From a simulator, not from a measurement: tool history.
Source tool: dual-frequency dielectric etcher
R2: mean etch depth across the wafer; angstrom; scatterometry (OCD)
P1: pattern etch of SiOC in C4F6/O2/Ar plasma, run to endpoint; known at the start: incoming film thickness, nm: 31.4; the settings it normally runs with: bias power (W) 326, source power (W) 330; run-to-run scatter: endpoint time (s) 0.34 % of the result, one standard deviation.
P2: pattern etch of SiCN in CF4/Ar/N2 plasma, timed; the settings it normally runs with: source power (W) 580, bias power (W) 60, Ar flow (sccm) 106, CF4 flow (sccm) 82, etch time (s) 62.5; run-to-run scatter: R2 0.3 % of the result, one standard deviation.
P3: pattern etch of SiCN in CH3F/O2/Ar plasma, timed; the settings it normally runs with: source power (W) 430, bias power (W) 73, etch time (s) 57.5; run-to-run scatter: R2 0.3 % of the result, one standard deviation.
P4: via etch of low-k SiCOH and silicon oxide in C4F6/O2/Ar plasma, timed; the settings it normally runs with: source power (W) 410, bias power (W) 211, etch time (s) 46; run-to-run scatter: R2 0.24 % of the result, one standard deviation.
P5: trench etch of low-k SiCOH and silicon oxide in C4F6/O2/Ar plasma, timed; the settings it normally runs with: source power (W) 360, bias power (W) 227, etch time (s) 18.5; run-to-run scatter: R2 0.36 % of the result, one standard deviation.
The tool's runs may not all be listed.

{"run": 1, "hour": 8.0, "process that ran": "P1", "bias power (W)": 326, "source power (W)": 330, "endpoint time (s)": 13.437}
{"run": 2, "hour": 18.3, "process that ran": "P4", "bias power (W)": 211, "source power (W)": 410, "etch time (s)": 46, "R2": 1140.3}
{"run": 3, "hour": 23.8, "process that ran": "P4", "bias power (W)": 211, "source power (W)": 410, "etch time (s)": 25.5, "R2": 636.74}
{"run": 4, "hour": 33.0, "process that ran": "P1", "bias power (W)": 326, "source power (W)": 330, "endpoint time (s)": 13.552}
{"run": 5, "hour": 39.6, "process that ran": "P3", "bias power (W)": 92, "source power (W)": 430, "etch time (s)": 57.5, "R2": 245.5}
{"run": 6, "hour": 48.7, "process that ran": "P2", "bias power (W)": 60, "source power (W)": 580, "etch time (s)": 62.5, "Ar flow (sccm)": 147, "CF4 flow (sccm)": 82, "R2": 612.9}
{"run": 7, "hour": 54.5, "process that ran": "P5", "bias power (W)": 227, "source power (W)": 360, "etch time (s)": 18.5, "R2": 573.28}
{"run": 8, "hour": 64.5, "process that ran": "P2", "bias power (W)": 48, "source power (W)": 580, "etch time (s)": 62.5, "Ar flow (sccm)": 106, "CF4 flow (sccm)": 82, "R2": 601.77}
{"run": 9, "hour": 70.7, "process that ran": "P1", "bias power (W)": 270, "source power (W)": 450, "endpoint time (s)": 12.84}
{"run": 10, "hour": 80.5, "process that ran": "P1", "bias power (W)": 326, "source power (W)": 400, "endpoint time (s)": 12.548}
{"run": 11, "hour": 88.1, "process that ran": "P1", "bias power (W)": 241, "source power (W)": 330, "endpoint time (s)": 14.978}
{"run": 12, "hour": 94.5, "process that ran": "P5", "bias power (W)": 227, "source power (W)": 360, "etch time (s)": 18.5, "R2": 573.89}
{"run": 13, "hour": 105.0, "process that ran": "P2", "bias power (W)": 60, "source power (W)": 580, "etch time (s)": 34.5, "Ar flow (sccm)": 106, "CF4 flow (sccm)": 82, "R2": 358.38}
{"run": 14, "hour": 115.2, "process that ran": "P5", "bias power (W)": 227, "source power (W)": 230, "etch time (s)": 18.5, "R2": 481.75}
{"run": 15, "hour": 126.8, "process that ran": "P4", "bias power (W)": 211, "source power (W)": 260, "etch time (s)": 46, "R2": 963.12}
{"hour": 131.1, "done": "source power generator calibrated"}
{"run": 16, "hour": 134.8, "process that ran": "P1", "bias power (W)": 420, "source power (W)": 330, "endpoint time (s)": 12.293}
{"run": 17, "hour": 142.8, "process that ran": "P2", "bias power (W)": 60, "source power (W)": 580, "etch time (s)": 62.5, "Ar flow (sccm)": 106, "CF4 flow (sccm)": 82, "R2": 645.72}
{"run": 18, "hour": 153.6, "process that ran": "P1", "bias power (W)": 326, "source power (W)": 220, "endpoint time (s)": 15.726}
{"run": 19, "hour": 160.8, "process that ran": "P2", "bias power (W)": 60, "source power (W)": 580, "etch time (s)": 62.5, "Ar flow (sccm)": 106, "CF4 flow (sccm)": 82, "R2": 650.88}
{"run": 20, "hour": 169.5, "process that ran": "P5", "bias power (W)": 161, "source power (W)": 360, "etch time (s)": 18.5, "R2": 514.01}
{"run": 21, "hour": 180.8, "process that ran": "P2", "bias power (W)": 60, "source power (W)": 580, "etch time (s)": 62.5, "Ar flow (sccm)": 106, "CF4 flow (sccm)": 98, "R2": 659.31}
{"run": 22, "hour": 188.0, "process that ran": "P3", "bias power (W)": 73, "source power (W)": 430, "etch time (s)": 72.5, "R2": 284.76}
{"run": 23, "hour": 196.8, "process that ran": "P1", "bias power (W)": 326, "source power (W)": 330, "endpoint time (s)": 13.464}
{"run": 24, "hour": 203.4, "process that ran": "P5", "bias power (W)": 227, "source power (W)": 360, "etch time (s)": 10, "R2": 309.82}
{"run": 25, "hour": 209.4, "process that ran": "P4", "bias power (W)": 170, "source power (W)": 410, "etch time (s)": 46, "R2": 1070.5}
{"run": 26, "hour": 215.6, "process that ran": "P3", "bias power (W)": 73, "source power (W)": 430, "etch time (s)": 57.5, "R2": 226.52}
{"hour": 218.1, "done": "bias power generator calibrated"}
{"run": 27, "hour": 220.9, "process that ran": "P2", "bias power (W)": 60, "source power (W)": 810, "etch time (s)": 62.5, "Ar flow (sccm)": 106, "CF4 flow (sccm)": 82, "R2": 869.24}
{"run": 28, "hour": 226.2, "process that ran": "P1", "bias power (W)": 326, "source power (W)": 330, "endpoint time (s)": 13.455}
{"run": 29, "hour": 234.9, "process that ran": "P1", "bias power (W)": 326, "source power (W)": 330, "endpoint time (s)": 13.511}
{"run": 30, "hour": 244.5, "process that ran": "P3", "bias power (W)": 73, "source power (W)": 320, "etch time (s)": 57.5, "R2": 201.93}
{"run": 31, "hour": 252.1, "process that ran": "P1", "bias power (W)": 326, "source power (W)": 330, "endpoint time (s)": 13.561}
{"run": 32, "hour": 258.9, "process that ran": "P1", "bias power (W)": 326, "source power (W)": 330, "endpoint time (s)": 13.398}
{"run": 33, "hour": 267.6, "process that ran": "P1", "bias power (W)": 326, "source power (W)": 330, "endpoint time (s)": 13.33}
{"run": 34, "hour": 276.6, "process that ran": "P1", "bias power (W)": 326, "source power (W)": 330, "endpoint time (s)": 13.3}
{"run": 35, "hour": 285.9, "process that ran": "P1", "bias power (W)": 326, "source power (W)": 330, "endpoint time (s)": 13.274}
{"run": 36, "hour": 292.3, "process that ran": "P1", "bias power (W)": 326, "source power (W)": 330, "endpoint time (s)": 13.389}
{"hour": 292.8, "done": "wet clean of the chamber"}
{"run": 37, "hour": 298.4, "process that ran": "P1", "bias power (W)": 326, "source power (W)": 330, "endpoint time (s)": 13.357}
{"run": 38, "hour": 305.1, "process that ran": "P1", "bias power (W)": 326, "source power (W)": 330, "endpoint time (s)": 13.266}
{"run": 39, "hour": 310.3, "process that ran": "P1", "bias power (W)": 326, "source power (W)": 330, "endpoint time (s)": 13.343}

P1 no longer gives what it gave before; its output has crept away from where it was. The following 2 causes, each at its listed size, fit the log equally well:
A: source power that arrives over what is set, % = 4.59
B: bias power that arrives over what is set, % = 4.87
At approximately hour 252.1, the process output began to creep.
Excluded causes, each with its reason:
chamber walls in a state that raises the etch rate, %: serviced at hour 292.8, after the drift had started, without restoring the earlier output

Of the 4 check runs listed below, each run on one wafer and each result written as a question mark, which would let you distinguish the listed causes because they would give clearly different results?
{"run": "check 1", "hour": 315.5, "process that ran": "P3", "bias power (W)": 84, "source power (W)": 430, "etch time (s)": 67, "R2": "?"}
{"run": "check 2", "hour": 315.5, "process that ran": "P5", "bias power (W)": 163, "source power (W)": 360, "etch time (s)": 11.5, "R2": "?"}
{"run": "check 3", "hour": 315.5, "process that ran": "P2", "bias power (W)": 60, "source power (W)": 580, "etch time (s)": 43, "Ar flow (sccm)": 106, "CF4 flow (sccm)": 82, "R2": "?"}
{"run": "check 4", "hour": 315.5, "process that ran": "P4", "bias power (W)": 211, "source power (W)": 280, "etch time (s)": 27.5, "R2": "?"}

Predicted outcomes, by check and by cause:
check=check_1 result=R2 if_A=281.22 if_B=281.38
check=check_2 result=R2 if_A=325.43 if_B=324.56
check=check_3 result=R2 if_A=462.58 if_B=451.4
check=check_4 result=R2 if_A=601.62 if_B=600.89
Smallest distance between any two causes, each pair judged by its most separating result, in per cent: check 1 0.06 %; check 2 0.27 %; check 3 2.44 %; check 4 0.12 %
Only in check 3 would the causes give clearly different results; in the remaining checks their results would be nearly the same.

Check 3 was carried out, with these results: R2 462.51 angstrom. Which of the listed causes is responsible?

The cause is A: source power that arrives over what is set, %.

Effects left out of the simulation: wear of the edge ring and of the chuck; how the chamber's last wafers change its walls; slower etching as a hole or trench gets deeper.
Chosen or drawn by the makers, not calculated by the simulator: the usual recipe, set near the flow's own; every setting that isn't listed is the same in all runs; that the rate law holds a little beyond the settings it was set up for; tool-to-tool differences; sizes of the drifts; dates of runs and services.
